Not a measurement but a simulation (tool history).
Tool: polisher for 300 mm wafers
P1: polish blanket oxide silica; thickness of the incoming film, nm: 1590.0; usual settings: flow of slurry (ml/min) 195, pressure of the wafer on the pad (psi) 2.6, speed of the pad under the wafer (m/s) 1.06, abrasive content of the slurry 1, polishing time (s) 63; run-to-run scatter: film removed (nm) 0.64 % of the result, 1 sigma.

run   hour  flow of slurry (ml/min)  pressure of the wafer on the pad (psi)  speed of the pad under the wafer (m/s)  abrasive content of the slurry  polishing time (s)  wafers polished on this pad  hours since the slurry nozzle was cleaned  hours since the head pressure was calibrated  hours since the slurry blender was calibrated  hours since the conditioning disc was replaced  film removed (nm)
  1   10.3                      195                                     2.6                                    1.06                               1                  63                          468                                      457.9                                          98.5                                           66.7                                            65.8             124.43
  2   22.5                      195                                     2.6                                    1.06                             1.5                  63                          629                                      470.1                                         110.7                                           78.9                                              78             147.15
  3   31.6                      195                                     2.6                                    1.06                               1                  98                          749                                      479.2                                         119.8                                             88                                            87.1             193.49
  4   43.3                      195                                     2.6                                    1.06                             0.6                  63                          903                                      490.9                                         131.5                                           99.7                                            98.8             95.452
  5   50.3                      195                                     1.5                                    1.06                             0.7                  63                          995                                      497.9                                         138.5                                          106.7                                           105.8             60.617
  6   62.8                      195                                     2.6                                    0.72                               1                  63                         1159                                      510.4                                           151                                          119.2                                           118.3              92.08
  7   73.3                      195                                     2.6                                    1.06                               1                  63                         1298                                      520.9                                         161.5                                          129.7                                           128.8             124.65
  8   80.9                      305                                     2.6                                    1.06                               1                  63                         1398                                      528.5                                         169.1                                          137.3                                           136.4              131.9
  9   92.8                      195                                     2.6                                    1.06                               1                  63                         1554                                      540.4                                           181                                          149.2                                           148.3             124.38
 10    102                      195                                     3.3                                    1.06                               1                  63                         1675                                      549.6                                         190.2                                          158.4                                           157.5             159.12
     109.3  -- slurry nozzle cleaned
 11  116.1                      195                                     2.6                                    1.06                               1                  63                         1861                                        6.8                                         204.3                                          172.5                                           171.6              125.1
 12  131.6                      195                                     2.6                                    1.06                               1                  38                         2065                                       22.3                                         219.8                                            188                                           187.1               74.7
 13  141.8                      195                                     1.4                                    1.06                               1                  63                         2199                                       32.5                                           230                                          198.2                                           197.3             66.439
 14  152.5                      195                                     2.6                                    1.34                               1                  63                         2340                                       43.2                                         240.7                                          208.9                                             208             151.05
 15  167.4                      195                                     2.6                                    1.06                               1                  63                         2536                                       58.1                                         255.6                                          223.8                                           222.9             127.22
 16  179.4                      195                                     2.6                                    1.06                               1                  63                         2694                                       70.1                                         267.6                                          235.8                                           234.9             123.28
 17    191                      115                                     2.6                                    1.06                               1                  63                         2847                                       81.7                                         279.2                                          247.4                                           246.5             113.74
 18  198.1                      195                                     2.6                                    1.06                               1                  63                         2940                                       88.8                                         286.3                                          254.5                                           253.6             124.76
 19  207.5                      195                                     2.6                                    1.06                               1                  63                         3064                                       98.2                                         295.7                                          263.9                                             263             119.83
 20  219.4                      195                                     2.6                                    1.06                               1                  63                         3221                                      110.1                                         307.6                                          275.8                                           274.9              115.1
 21  227.5                      195                                     2.6                                    1.06                               1                  63                         3327                                      118.2                                         315.7                                          283.9                                             283             113.07
     241.2  -- head pressure recalibrated
 22  241.6                      195                                     2.6                                    1.06                               1                  63                         3513                                      132.3                                           0.5                                            298                                           297.1             111.26
     247.5  -- slurry nozzle cleaned
 23    255                      195                                     2.6                                    1.06                               1                  63                         3689                                        7.6                                          13.9                                          311.4                                           310.5             110.18
     259.6  -- conditioning disc replaced and pad reconditioned
 24  268.2                      195                                     2.6                                    1.06                               1                  63                         3863                                       20.8                                          27.1                                          324.6                                             8.7             110.15
 25  277.5                      195                                     2.6                                    1.06                               1                  63                         3986                                       30.1                                          36.4                                          333.9                                              18             108.98
 26  287.5                      195                                     2.6                                    1.06                               1                  63                         4117                                       40.1                                          46.4                                          343.9                                              28             109.69
 27  297.7                      195                                     2.6                                    1.06                               1                  63                         4252                                       50.3                                          56.6                                          354.1                                            38.2             110.01

What P1 gives has crept away from where it was. These 2 causes fit the log equally well, each at the size given:
A: removal rate lost through wear of the pad, % = 12.8
B: abrasive missing from the slurry, % = 24.5
The creep began at about hour 198.1.
Why every other cause is out:
slurry flow missing at the pad, %: serviced at hour 247.5, which brought nothing back
head's pressure below its setpoint, %: serviced at hour 241.2, which brought nothing back
time polished since the conditioner stopped cutting, s: serviced at hour 259.6, which brought nothing back

4 check runs are offered, each on 5 wafers whose results are averaged, their results left as question marks. Which one tells the causes apart?
check 1  307.9                      195                                     2.6                                    0.74                               1                  63                                                                                                                                                                                                                                       ?
check 2  307.9                      260                                     2.6                                    1.06                               1                  63                                                                                                                                                                                                                                       ?
check 3  307.9                      140                                     2.6                                    1.06                               1                  63                                                                                                                                                                                                                                       ?
check 4  307.9                      195                                     1.9                                    1.06                             0.7                  63                                                                                                                                                                                                                                       ?

What each check would give under each cause:
  check             result    if A    if B
check 1  film removed (nm)  81.783  81.732
check 2  film removed (nm)  112.83  112.76
check 3  film removed (nm)  103.41  103.35
check 4  film removed (nm)  66.681  65.005
How far apart the two closest causes lie, in the result that separates them most: check 1 0.06 %; check 2 0.06 %; check 3 0.06 %; check 4 2.55 %
Check 4 tells the causes apart: in the others they would give nearly the same result.

Then check 4 was run and gave: film removed (nm) 66.678. Which cause is it?

It is A: removal rate lost through wear of the pad, %.
